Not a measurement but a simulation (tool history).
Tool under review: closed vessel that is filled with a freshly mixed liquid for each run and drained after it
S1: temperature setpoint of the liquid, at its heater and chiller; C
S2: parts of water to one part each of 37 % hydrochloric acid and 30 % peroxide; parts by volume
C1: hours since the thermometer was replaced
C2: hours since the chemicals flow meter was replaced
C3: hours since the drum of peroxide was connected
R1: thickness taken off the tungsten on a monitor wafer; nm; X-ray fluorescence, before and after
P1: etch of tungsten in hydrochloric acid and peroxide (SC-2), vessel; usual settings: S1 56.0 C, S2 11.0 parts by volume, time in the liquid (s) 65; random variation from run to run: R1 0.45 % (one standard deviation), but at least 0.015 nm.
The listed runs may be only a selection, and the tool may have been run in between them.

Run 1, hour 8.1: S1 56.0 C, S2 11.0 parts by volume, time in the liquid (s) 65; C1 159.7; C2 1180.1; C3 420.5. Result: R1 11.6570 nm.
Run 2, hour 20.6: S1 56.0 C, S2 11.0 parts by volume, time in the liquid (s) 30; C1 172.2; C2 1192.6; C3 433.0. Result: R1 5.3765 nm.
Run 3, hour 26.9: S1 39.5 C, S2 11.0 parts by volume, time in the liquid (s) 65; C1 178.5; C2 1198.9; C3 439.3. Result: R1 3.8155 nm.
Run 4, hour 37.1: S1 56.0 C, S2 11.0 parts by volume, time in the liquid (s) 65; C1 188.7; C2 1209.1; C3 449.5. Result: R1 11.7050 nm.
Run 5, hour 47.0: S1 56.0 C, S2 18.5 parts by volume, time in the liquid (s) 65; C1 198.6; C2 1219.0; C3 459.4. Result: R1 7.4084 nm.
Run 6, hour 58.8: S1 56.0 C, S2 11.0 parts by volume, time in the liquid (s) 130; C1 210.4; C2 1230.8; C3 471.2. Result: R1 23.4900 nm.
Run 7, hour 65.2: S1 43.0 C, S2 11.0 parts by volume, time in the liquid (s) 40; C1 216.8; C2 1237.2; C3 477.6. Result: R1 3.0171 nm.
Run 8, hour 76.1: S1 56.0 C, S2 4.0 parts by volume, time in the liquid (s) 65; C1 227.7; C2 1248.1; C3 488.5. Result: R1 25.1740 nm.
Run 9, hour 85.6: S1 56.0 C, S2 7.0 parts by volume, time in the liquid (s) 120; C1 237.2; C2 1257.6; C3 498.0. Result: R1 30.9440 nm.
Run 10, hour 97.5: S1 56.0 C, S2 11.0 parts by volume, time in the liquid (s) 65; C1 249.1; C2 1269.5; C3 509.9. Result: R1 11.6290 nm.
Run 11, hour 109.6: S1 56.0 C, S2 11.0 parts by volume, time in the liquid (s) 65; C1 261.2; C2 1281.6; C3 522.0. Result: R1 11.5950 nm.
Run 12, hour 118.8: S1 56.0 C, S2 16.5 parts by volume, time in the liquid (s) 30; C1 270.4; C2 1290.8; C3 531.2. Result: R1 3.7682 nm.
Run 13, hour 130.0: S1 56.0 C, S2 11.0 parts by volume, time in the liquid (s) 65; C1 281.6; C2 1302.0; C3 542.4. Result: R1 11.7130 nm.
At hour 131.7: chemicals flow meter replaced.
Run 14, hour 139.1: S1 69.0 C, S2 11.0 parts by volume, time in the liquid (s) 65; C1 290.7; C2 7.4; C3 551.5. Result: R1 26.0930 nm.
Run 15, hour 146.9: S1 56.0 C, S2 11.0 parts by volume, time in the liquid (s) 65; C1 298.5; C2 15.2; C3 559.3. Result: R1 11.6800 nm.
Run 16, hour 157.0: S1 56.0 C, S2 11.0 parts by volume, time in the liquid (s) 65; C1 308.6; C2 25.3; C3 569.4. Result: R1 12.0210 nm.
Run 17, hour 166.6: S1 56.0 C, S2 11.0 parts by volume, time in the liquid (s) 65; C1 318.2; C2 34.9; C3 579.0. Result: R1 12.2280 nm.
Run 18, hour 176.3: S1 56.0 C, S2 11.0 parts by volume, time in the liquid (s) 65; C1 327.9; C2 44.6; C3 588.7. Result: R1 12.4540 nm.
Run 19, hour 187.0: S1 56.0 C, S2 11.0 parts by volume, time in the liquid (s) 65; C1 338.6; C2 55.3; C3 599.4. Result: R1 12.6010 nm.
Run 20, hour 196.8: S1 56.0 C, S2 11.0 parts by volume, time in the liquid (s) 65; C1 348.4; C2 65.1; C3 609.2. Result: R1 12.5220 nm.
Run 21, hour 209.1: S1 56.0 C, S2 11.0 parts by volume, time in the liquid (s) 65; C1 360.7; C2 77.4; C3 621.5. Result: R1 12.6980 nm.
Run 22, hour 215.0: S1 56.0 C, S2 11.0 parts by volume, time in the liquid (s) 65; C1 366.6; C2 83.3; C3 627.4. Result: R1 12.6870 nm.
Run 23, hour 227.3: S1 56.0 C, S2 11.0 parts by volume, time in the liquid (s) 65; C1 378.9; C2 95.6; C3 639.7. Result: R1 12.6330 nm.
Run 24, hour 234.3: S1 56.0 C, S2 11.0 parts by volume, time in the liquid (s) 65; C1 385.9; C2 102.6; C3 646.7. Result: R1 12.6270 nm.
Run 25, hour 242.9: S1 56.0 C, S2 11.0 parts by volume, time in the liquid (s) 65; C1 394.5; C2 111.2; C3 655.3. Result: R1 12.5980 nm.

The output of P1 has drifted from where it used to be. Each of the 2 causes below, taken at the size shown beside it, accounts for the log equally well:
A: chemicals flow above the setpoint (%) = 9.82
B: liquid hotter than its thermometer reads (K) = 1.23
The process output started creeping at around hour 146.9.
The rest of the possible causes, and what rules out each one:
peroxide weaker than its label (%): at most 8, which would move R1 by -7.4 %: too little, or the wrong way

The list below offers 4 check runs, each averaging the results of 3 wafers, and shows each result as a question mark. For which of them would the listed causes give clearly different results?
Run check 1, hour 251.5: S1 44.5 C, S2 11.0 parts by volume, time in the liquid (s) 120. Result: R1 ?.
Run check 2, hour 251.5: S1 42.0 C, S2 4.5 parts by volume, time in the liquid (s) 65. Result: R1 ?.
Run check 3, hour 251.5: S1 63.0 C, S2 11.0 parts by volume, time in the liquid (s) 65. Result: R1 ?.
Run check 4, hour 251.5: S1 68.5 C, S2 11.0 parts by volume, time in the liquid (s) 125. Result: R1 ?.

Expected result of each check under each candidate cause:
  check  result     if A     if B
check 1      R1  10.8510  10.9140
check 2      R1   9.7331   9.9502
check 3      R1  19.6380  19.5760
check 4      R1  52.7120  52.4180
Minimum pairwise separation of causes per check, each pair taken at its best-separating result: check 1 0.58 %; check 2 2.21 %; check 3 0.32 %; check 4 0.56 %
Check 2 tells the causes apart: in the others they would give nearly the same result.

Then check 2 was run and gave: R1 9.7317 nm. Which cause is it?

It was cause A: chemicals flow above the setpoint (%).
